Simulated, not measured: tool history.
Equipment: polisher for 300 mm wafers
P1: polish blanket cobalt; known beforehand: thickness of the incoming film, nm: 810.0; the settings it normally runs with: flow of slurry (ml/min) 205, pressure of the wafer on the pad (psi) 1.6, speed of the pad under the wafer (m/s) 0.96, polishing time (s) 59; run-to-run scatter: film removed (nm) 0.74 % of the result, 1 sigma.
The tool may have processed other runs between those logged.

| run | day | flow of slurry (ml/min) | pressure of the wafer on the pad (psi) | speed of the pad under the wafer (m/s) | polishing time (s) | film removed (nm) |
|---|---|---|---|---|---|---|
| 1 | 0.733 | 205 | 1.6 | 0.96 | 59 | 200.86 |
| 2 | 1.446 | 205 | 1.6 | 0.54 | 59 | 113.63 |
| 3 | 2.171 | 205 | 1.6 | 0.96 | 30 | 102.31 |
| 4 | 2.721 | 125 | 1.6 | 0.96 | 59 | 183.45 |
| 5 | 3.371 | 305 | 1.6 | 0.96 | 59 | 207.94 |
| 6 | 3.912 | 205 | 1.6 | 0.96 | 59 | 200.74 |
| 7 | 4.338 | 205 | 1.6 | 0.96 | 59 | 198.62 |
| 8 | 4.708 | 205 | 0.9 | 0.96 | 59 | 112.86 |
|  | 4.883 | head pressure recalibrated |
| 9 | 5.438 | 205 | 1.6 | 0.96 | 83 | 281.36 |
| 10 | 5.925 | 205 | 1.6 | 1.46 | 59 | 303.39 |
| 11 | 6.604 | 250 | 1.6 | 0.50 | 59 | 106.98 |
| 12 | 6.983 | 205 | 2.5 | 0.96 | 59 | 310.51 |
| 13 | 7.421 | 205 | 1.6 | 0.96 | 59 | 201.12 |
| 14 | 8.075 | 205 | 1.1 | 0.96 | 43 | 100.47 |
| 15 | 8.771 | 205 | 1.6 | 0.96 | 59 | 200.43 |
| 16 | 9.283 | 205 | 1.6 | 0.96 | 59 | 197.67 |
| 17 | 9.612 | 205 | 1.6 | 0.96 | 59 | 197.03 |
| 18 | 10.096 | 205 | 1.6 | 0.96 | 59 | 195.46 |
| 19 | 10.604 | 205 | 1.6 | 0.96 | 59 | 193.95 |
| 20 | 11.200 | 205 | 1.6 | 0.96 | 59 | 191.82 |
| 21 | 11.892 | 205 | 1.6 | 0.96 | 59 | 188.88 |
| 22 | 12.567 | 205 | 1.6 | 0.96 | 59 | 190.06 |
| 23 | 12.954 | 205 | 1.6 | 0.96 | 59 | 188.88 |

Forecast run 24:
|  | 13.067 | worn pad replaced by a new one |
| 24 | 13.504 | 205 | 1.6 | 0.96 | 59 | ? |

Run 24 came out at film removed (nm) 186.68.

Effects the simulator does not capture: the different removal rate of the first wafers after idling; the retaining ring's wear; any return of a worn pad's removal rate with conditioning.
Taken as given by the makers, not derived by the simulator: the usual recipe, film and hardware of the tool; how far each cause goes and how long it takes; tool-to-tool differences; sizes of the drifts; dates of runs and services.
